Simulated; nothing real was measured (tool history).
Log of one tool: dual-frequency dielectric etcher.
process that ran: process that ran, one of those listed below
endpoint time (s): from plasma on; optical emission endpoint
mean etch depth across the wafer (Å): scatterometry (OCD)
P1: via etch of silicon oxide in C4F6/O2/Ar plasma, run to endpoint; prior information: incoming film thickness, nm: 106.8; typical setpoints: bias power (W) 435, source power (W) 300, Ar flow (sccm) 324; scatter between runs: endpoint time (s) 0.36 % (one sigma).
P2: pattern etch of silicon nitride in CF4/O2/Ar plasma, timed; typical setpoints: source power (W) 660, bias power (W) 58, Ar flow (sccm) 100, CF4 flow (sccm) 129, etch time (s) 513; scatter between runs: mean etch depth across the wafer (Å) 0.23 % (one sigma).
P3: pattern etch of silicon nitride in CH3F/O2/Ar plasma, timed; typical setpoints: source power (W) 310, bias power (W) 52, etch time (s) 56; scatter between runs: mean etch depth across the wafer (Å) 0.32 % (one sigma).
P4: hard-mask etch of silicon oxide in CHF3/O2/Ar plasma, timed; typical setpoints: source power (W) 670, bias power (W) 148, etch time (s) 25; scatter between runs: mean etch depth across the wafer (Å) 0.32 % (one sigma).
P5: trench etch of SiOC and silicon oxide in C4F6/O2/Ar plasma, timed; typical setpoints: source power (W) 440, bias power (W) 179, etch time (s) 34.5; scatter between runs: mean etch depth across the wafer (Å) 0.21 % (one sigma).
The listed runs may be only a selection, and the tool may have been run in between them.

run	day	process that ran	bias power (W)	source power (W)	Ar flow (sccm)	etch time (s)	CF4 flow (sccm)	hours since the last wet clean	hours since the last bias power generator calibration	hours since the last source power generator calibration	hours since the last Ar flow controller change	endpoint time (s)	mean etch depth across the wafer (Å)
1	0.521	P1	435	300	324			399.7	778.8	614.8	1347.4	28.142	
2	1.1	P1	435	250	249			413.6	792.7	628.7	1361.3	29.257	
3	1.658	P3	52	310		56		427	806.1	642.1	1374.7		316.49
# day 2.121: wet clean of the chamber
4	2.158	P1	435	300	436			1	818.1	654.1	1386.7	29.331	
5	2.642	P1	557	300	324			12.6	829.7	665.7	1398.3	25.9	
6	3.346	P3	62	310		56		29.5	846.6	682.6	1415.2		335.87
7	3.75	P3	52	310		80.5		39.2	856.3	692.3	1424.9		453.58
8	4.204	P1	304	300	324			50.1	867.2	703.2	1435.8	32.231	
9	4.55	P5	179	440		34.5		58.4	875.5	711.5	1444.1		691.25
10	5.292	P2	58	660	79	513	129	76.2	893.3	729.3	1461.9		14182
11	6.008	P1	577	370	324			93.4	910.5	746.5	1479.1	23.461	
12	6.483	P1	435	300	324			104.8	921.9	757.9	1490.5	28.362	
13	7.225	P5	141	440		34.5		122.6	939.7	775.7	1508.3		641.89
14	7.796	P5	179	440		19		136.3	953.4	789.4	1522		380.55
15	8.296	P4	148	670		25		148.3	965.4	801.4	1534		458.95
16	8.962	P5	179	440		34.5		164.3	981.4	817.4	1550		688.83
17	9.621	P5	179	580		34.5		180.1	997.2	833.2	1565.8		770.01
18	10.017	P1	435	390	324			189.6	1006.7	842.7	1575.3	25.629	
19	10.738	P3	52	190		56		206.9	1024	860	1592.6		262.12
20	11.283	P1	435	300	227			220	1037.1	873.1	1605.7	27.303	
21	11.696	P1	435	300	324			229.9	1047	883	1615.6	28.307	
22	12.058	P2	58	660	100	513	160	238.6	1055.7	891.7	1624.3		14138
23	12.454	P2	38	660	100	513	129	248.1	1065.2	901.2	1633.8		11939
24	12.833	P2	58	660	100	741.5	129	257.2	1074.3	910.3	1642.9		20021
25	13.221	P4	92	670		25		266.5	1083.6	919.6	1652.2		400.94
26	13.892	P1	435	300	324			282.6	1099.7	935.7	1668.3	28.356	
27	14.554	P3	52	310		56		298.5	1115.6	951.6	1684.2		316.81
28	15.154	P4	148	670		34.5		312.9	1130	966	1698.6		642.14
29	15.638	P1	435	210	324			324.5	1141.6	977.6	1710.2	32.316	
30	16.262	P2	58	490	100	513	129	339.5	1156.6	992.6	1725.2		10686
31	16.638	P4	148	920		25		348.5	1165.6	1001.6	1734.2		522.39
32	17.254	P2	58	660	100	513	129	363.3	1180.4	1016.4	1749		13799
33	17.662	P1	435	300	324			373.1	1190.2	1026.2	1758.8	28.266	
34	18.212	P1	435	300	324			386.3	1203.4	1039.4	1772	28.689	
35	18.967	P1	435	300	324			404.4	1221.5	1057.5	1790.1	28.496	
36	19.604	P1	435	300	324			419.7	1236.8	1072.8	1805.4	28.607	
37	19.954	P1	435	300	324			428.1	1245.2	1081.2	1813.8	28.81	
38	20.375	P1	435	300	324			438.2	1255.3	1091.3	1823.9	28.608	
39	20.762	P1	435	300	324			447.5	1264.6	1100.6	1833.2	28.686	
# day 20.808: wet clean of the chamber
40	21.283	P1	435	300	324			11.5	1277.1	1113.1	1845.7	28.886	
41	21.804	P1	435	300	324			24	1289.6	1125.6	1858.2	28.99	
42	22.379	P1	435	300	324			37.8	1303.4	1139.4	1872	28.749	

P1 has crept away from where it was. The log is fitted equally well by each of these 2 causes, at the sizes shown:
A: source power that arrives under what is set, % = 4.8
B: bias power that arrives under what is set, % = 4.79
Onset of the creep was near day 17.662.
Why every other cause is out:
chamber walls in a state that lowers the etch rate, %: its service at day 20.808 followed the start of the drift and did not put the process back to its old value
Ar flow that arrives over what is set, %: at most 8, which would move endpoint time (s) by +0.9 %: too little, or the wrong way

Consider the 4 single-wafer check runs listed below, results given as question marks: which one distinguishes between the causes by giving clearly different results for each?
check 1	22.954	P3	52	250		56							?
check 2	22.954	P5	179	520		19							?
check 3	22.954	P2	58	660	100	619.5	156						?
check 4	22.954	P4	95	670		33							?

Outcome of each check run for each possible cause:
check	result	if A	if B
check 1	mean etch depth across the wafer (Å)	285.91	286.7
check 2	mean etch depth across the wafer (Å)	398.76	400.41
check 3	mean etch depth across the wafer (Å)	16337	16759
check 4	mean etch depth across the wafer (Å)	522.82	525.8
Separation of the two closest causes in each check, using whichever result separates them best: check 1 0.28 %; check 2 0.41 %; check 3 2.55 %; check 4 0.57 %
Only check 3 tells the causes apart: in the others they would give nearly the same result.

The results of check 3 are: mean etch depth across the wafer (Å) 16711. Based on these, which of the listed causes is it?

It is B: bias power that arrives under what is set, %.
